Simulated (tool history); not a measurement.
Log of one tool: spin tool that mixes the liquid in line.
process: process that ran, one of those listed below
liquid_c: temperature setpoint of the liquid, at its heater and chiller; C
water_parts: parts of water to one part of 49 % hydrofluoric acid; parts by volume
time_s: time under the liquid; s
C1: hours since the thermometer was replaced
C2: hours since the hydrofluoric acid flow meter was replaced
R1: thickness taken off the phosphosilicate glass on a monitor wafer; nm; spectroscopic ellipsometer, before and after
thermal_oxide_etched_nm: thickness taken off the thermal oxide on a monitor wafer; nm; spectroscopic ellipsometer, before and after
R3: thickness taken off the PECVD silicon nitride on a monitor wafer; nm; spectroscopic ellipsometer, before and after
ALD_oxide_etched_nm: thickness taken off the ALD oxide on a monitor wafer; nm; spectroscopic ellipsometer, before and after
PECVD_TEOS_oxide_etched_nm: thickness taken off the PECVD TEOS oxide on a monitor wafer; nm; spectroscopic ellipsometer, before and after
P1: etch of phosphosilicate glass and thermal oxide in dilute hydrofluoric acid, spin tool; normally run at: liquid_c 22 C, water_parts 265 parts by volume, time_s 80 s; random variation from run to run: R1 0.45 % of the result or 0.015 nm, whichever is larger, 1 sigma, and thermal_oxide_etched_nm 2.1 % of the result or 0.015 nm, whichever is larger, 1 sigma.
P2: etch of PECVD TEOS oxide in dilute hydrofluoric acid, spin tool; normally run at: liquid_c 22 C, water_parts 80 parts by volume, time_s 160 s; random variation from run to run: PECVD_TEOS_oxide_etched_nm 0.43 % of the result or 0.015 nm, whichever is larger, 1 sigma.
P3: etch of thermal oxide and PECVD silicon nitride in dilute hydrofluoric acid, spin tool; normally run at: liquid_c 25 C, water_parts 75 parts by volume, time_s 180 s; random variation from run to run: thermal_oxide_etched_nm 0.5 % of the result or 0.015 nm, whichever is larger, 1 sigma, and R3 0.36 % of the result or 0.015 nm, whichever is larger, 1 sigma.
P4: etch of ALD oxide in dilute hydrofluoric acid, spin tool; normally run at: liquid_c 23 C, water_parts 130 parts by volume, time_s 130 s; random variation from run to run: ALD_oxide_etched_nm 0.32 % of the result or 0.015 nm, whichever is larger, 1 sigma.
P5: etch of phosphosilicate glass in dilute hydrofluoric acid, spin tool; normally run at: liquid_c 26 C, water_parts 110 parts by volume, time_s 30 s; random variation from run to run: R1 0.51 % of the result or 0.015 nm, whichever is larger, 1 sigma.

Run 1, day 0.475: process P1, liquid_c 22 C, water_parts 265 parts by volume, time_s 80 s; C1 303.7; C2 1687.1. Result: R1 20.422 nm, thermal_oxide_etched_nm 1.1265 nm.
Run 2, day 0.912: process P5, liquid_c 26 C, water_parts 110 parts by volume, time_s 15 s; C1 314.2; C2 1697.6. Result: R1 8.6544 nm.
Run 3, day 1.367: process P3, liquid_c 25 C, water_parts 75 parts by volume, time_s 345 s; C1 325.1; C2 1708.5. Result: thermal_oxide_etched_nm 25.448 nm, R3 28.417 nm.
Run 4, day 1.85: process P1, liquid_c 22 C, water_parts 150 parts by volume, time_s 80 s; C1 336.7; C2 1720.1. Result: R1 40.998 nm, thermal_oxide_etched_nm 2.1948 nm.
Run 5, day 2.292: process P4, liquid_c 23 C, water_parts 130 parts by volume, time_s 15 s; C1 347.3; C2 1730.7. Result: ALD_oxide_etched_nm 1.4962 nm.
Run 6, day 2.646: process P2, liquid_c 28.5 C, water_parts 80 parts by volume, time_s 160 s; C1 355.8; C2 1739.2. Result: PECVD_TEOS_oxide_etched_nm 37.671 nm.
Run 7, day 3.171: process P3, liquid_c 17 C, water_parts 75 parts by volume, time_s 180 s; C1 368.4; C2 1751.8. Result: thermal_oxide_etched_nm 9.4079 nm, R3 8.551 nm.
Run 8, day 3.962: process P1, liquid_c 22 C, water_parts 265 parts by volume, time_s 120 s; C1 387.4; C2 1770.8. Result: R1 30.786 nm, thermal_oxide_etched_nm 1.6664 nm.
Run 9, day 4.638: process P1, liquid_c 17 C, water_parts 265 parts by volume, time_s 150 s; C1 403.6; C2 1787. Result: R1 31.895 nm, thermal_oxide_etched_nm 1.6938 nm.
Run 10, day 5.162: process P1, liquid_c 22 C, water_parts 265 parts by volume, time_s 15 s; C1 416.2; C2 1799.6. Result: R1 3.8207 nm, thermal_oxide_etched_nm 0.23717 nm.
Run 11, day 5.929: process P4, liquid_c 23 C, water_parts 130 parts by volume, time_s 130 s; C1 434.6; C2 1818. Result: ALD_oxide_etched_nm 13.144 nm.
Run 12, day 6.588: process P1, liquid_c 27.5 C, water_parts 265 parts by volume, time_s 80 s; C1 450.4; C2 1833.8. Result: R1 24.87 nm, thermal_oxide_etched_nm 1.4066 nm.
Run 13, day 6.958: process P1, liquid_c 17 C, water_parts 265 parts by volume, time_s 80 s; C1 459.3; C2 1842.7. Result: R1 16.903 nm, thermal_oxide_etched_nm 0.90543 nm.
Run 14, day 7.529: process P3, liquid_c 25 C, water_parts 30 parts by volume, time_s 180 s; C1 473; C2 1856.4. Result: thermal_oxide_etched_nm 34.877 nm, R3 36.186 nm.
Run 15, day 7.95: process P2, liquid_c 22 C, water_parts 145 parts by volume, time_s 160 s; C1 483.1; C2 1866.5. Result: PECVD_TEOS_oxide_etched_nm 14.967 nm.
Run 16, day 8.592: process P5, liquid_c 26 C, water_parts 25 parts by volume, time_s 30 s; C1 498.5; C2 1881.9. Result: R1 86.109 nm.
At day 8.888: thermometer replaced.
Run 17, day 9.017: process P2, liquid_c 22 C, water_parts 80 parts by volume, time_s 160 s; C1 3.1; C2 1892.1. Result: PECVD_TEOS_oxide_etched_nm 29.198 nm.
Run 18, day 9.725: process P4, liquid_c 23 C, water_parts 230 parts by volume, time_s 130 s; C1 20.1; C2 1909.1. Result: ALD_oxide_etched_nm 6.6823 nm.
Run 19, day 10.471: process P1, liquid_c 22 C, water_parts 265 parts by volume, time_s 80 s; C1 38; C2 1927. Result: R1 20.369 nm, thermal_oxide_etched_nm 1.0437 nm.
Run 20, day 10.829: process P1, liquid_c 22 C, water_parts 370 parts by volume, time_s 80 s; C1 46.6; C2 1935.6. Result: R1 13.455 nm, thermal_oxide_etched_nm 0.74344 nm.
Run 21, day 11.583: process P1, liquid_c 22 C, water_parts 265 parts by volume, time_s 80 s; C1 64.7; C2 1953.7. Result: R1 20.54 nm, thermal_oxide_etched_nm 1.0872 nm.
Run 22, day 12.125: process P2, liquid_c 22 C, water_parts 80 parts by volume, time_s 160 s; C1 77.7; C2 1966.7. Result: PECVD_TEOS_oxide_etched_nm 29.003 nm.
Run 23, day 12.875: process P1, liquid_c 22 C, water_parts 265 parts by volume, time_s 80 s; C1 95.7; C2 1984.7. Result: R1 20.461 nm, thermal_oxide_etched_nm 1.1576 nm.
Run 24, day 13.65: process P5, liquid_c 26 C, water_parts 110 parts by volume, time_s 30 s; C1 114.3; C2 2003.3. Result: R1 17.435 nm.
Run 25, day 14.446: process P1, liquid_c 17.5 C, water_parts 445 parts by volume, time_s 80 s; C1 133.4; C2 2022.4. Result: R1 8.9469 nm, thermal_oxide_etched_nm 0.53471 nm.
Run 26, day 15.075: process P3, liquid_c 25 C, water_parts 75 parts by volume, time_s 180 s; C1 148.5; C2 2037.5. Result: thermal_oxide_etched_nm 13.171 nm, R3 14.771 nm.
Run 27, day 15.55: process P5, liquid_c 29.5 C, water_parts 110 parts by volume, time_s 30 s; C1 159.9; C2 2048.9. Result: R1 19.951 nm.
Run 28, day 16.108: process P2, liquid_c 22 C, water_parts 80 parts by volume, time_s 255 s; C1 173.3; C2 2062.3. Result: PECVD_TEOS_oxide_etched_nm 46.696 nm.
Run 29, day 16.796: process P1, liquid_c 22 C, water_parts 440 parts by volume, time_s 15 s; C1 189.8; C2 2078.8. Result: R1 1.9995 nm, thermal_oxide_etched_nm 0.11347 nm.
Run 30, day 17.154: process P4, liquid_c 23 C, water_parts 130 parts by volume, time_s 130 s; C1 198.4; C2 2087.4. Result: ALD_oxide_etched_nm 13.15 nm.
Run 31, day 17.783: process P4, liquid_c 19 C, water_parts 130 parts by volume, time_s 130 s; C1 213.5; C2 2102.5. Result: ALD_oxide_etched_nm 11.202 nm.
Run 32, day 18.162: process P1, liquid_c 22 C, water_parts 265 parts by volume, time_s 80 s; C1 222.6; C2 2111.6. Result: R1 20.467 nm, thermal_oxide_etched_nm 1.1177 nm.
Run 33, day 18.888: process P1, liquid_c 22 C, water_parts 265 parts by volume, time_s 80 s; C1 240; C2 2129. Result: R1 20.379 nm, thermal_oxide_etched_nm 1.1275 nm.
Run 34, day 19.604: process P1, liquid_c 22 C, water_parts 265 parts by volume, time_s 80 s; C1 257.2; C2 2146.2. Result: R1 20.902 nm, thermal_oxide_etched_nm 1.0923 nm.
Run 35, day 20.004: process P1, liquid_c 22 C, water_parts 265 parts by volume, time_s 80 s; C1 266.8; C2 2155.8. Result: R1 21.119 nm, thermal_oxide_etched_nm 1.1619 nm.
Run 36, day 20.488: process P1, liquid_c 22 C, water_parts 265 parts by volume, time_s 80 s; C1 278.4; C2 2167.4. Result: R1 21.304 nm, thermal_oxide_etched_nm 1.1722 nm.
Run 37, day 21.162: process P1, liquid_c 22 C, water_parts 265 parts by volume, time_s 80 s; C1 294.6; C2 2183.6. Result: R1 21.75 nm, thermal_oxide_etched_nm 1.1882 nm.
Run 38, day 21.617: process P1, liquid_c 22 C, water_parts 265 parts by volume, time_s 80 s; C1 305.5; C2 2194.5. Result: R1 21.722 nm, thermal_oxide_etched_nm 1.1799 nm.
Run 39, day 22.292: process P1, liquid_c 22 C, water_parts 265 parts by volume, time_s 80 s; C1 321.7; C2 2210.7. Result: R1 21.787 nm, thermal_oxide_etched_nm 1.1383 nm.
Run 40, day 22.758: process P1, liquid_c 22 C, water_parts 265 parts by volume, time_s 80 s; C1 332.9; C2 2221.9. Result: R1 21.923 nm, thermal_oxide_etched_nm 1.1692 nm.
Run 41, day 23.279: process P1, liquid_c 22 C, water_parts 265 parts by volume, time_s 80 s; C1 345.4; C2 2234.4. Result: R1 21.652 nm, thermal_oxide_etched_nm 1.2064 nm.
Run 42, day 24.079: process P1, liquid_c 22 C, water_parts 265 parts by volume, time_s 80 s; C1 364.6; C2 2253.6. Result: R1 21.934 nm, thermal_oxide_etched_nm 1.1611 nm.
Run 43, day 24.467: process P1, liquid_c 22 C, water_parts 265 parts by volume, time_s 80 s; C1 373.9; C2 2262.9. Result: R1 21.795 nm, thermal_oxide_etched_nm 1.2276 nm.
Run 44, day 24.946: process P1, liquid_c 22 C, water_parts 265 parts by volume, time_s 80 s; C1 385.4; C2 2274.4. Result: R1 21.771 nm, thermal_oxide_etched_nm 1.1451 nm.

What P1 gives has crept away from where it was. These 2 causes fit the log equally well, each at the size given:
A: hydrofluoric acid flow above the setpoint (%) = 5.21
B: liquid hotter than its thermometer reads (K) = 1.77
The creep began at about day 18.888.

4 check runs are offered, one wafer each, their results left as question marks. Which one tells the causes apart?
Run check 1, day 25.425: process P4, liquid_c 23 C, water_parts 205 parts by volume, time_s 130 s. Result: ALD_oxide_etched_nm ?.
Run check 2, day 25.425: process P3, liquid_c 17.5 C, water_parts 40 parts by volume, time_s 180 s. Result: thermal_oxide_etched_nm ?, R3 ?.
Run check 3, day 25.425: process P5, liquid_c 29 C, water_parts 110 parts by volume, time_s 30 s. Result: R1 ?.
Run check 4, day 25.425: process P2, liquid_c 22 C, water_parts 140 parts by volume, time_s 215 s. Result: PECVD_TEOS_oxide_etched_nm ?.

What each check would give under each cause:
  check                      result    if A    if B
check 1         ALD_oxide_etched_nm  8.1455  8.1768
check 2     thermal_oxide_etched_nm  19.798  20.272
check 2                          R3   17.15  18.504
check 3                          R1  20.799  20.957
check 4  PECVD_TEOS_oxide_etched_nm  22.194  22.427
How far apart the two closest causes lie, in the result that separates them most: check 1 0.38 %; check 2 7.6 %; check 3 0.76 %; check 4 1.04 %
Check 2 tells the causes apart: in the others they would give nearly the same result.

Check 2 was then run and gave: thermal_oxide_etched_nm 19.843 nm; R3 17.039 nm. Which cause is it?

It is A: hydrofluoric acid flow above the setpoint (%).

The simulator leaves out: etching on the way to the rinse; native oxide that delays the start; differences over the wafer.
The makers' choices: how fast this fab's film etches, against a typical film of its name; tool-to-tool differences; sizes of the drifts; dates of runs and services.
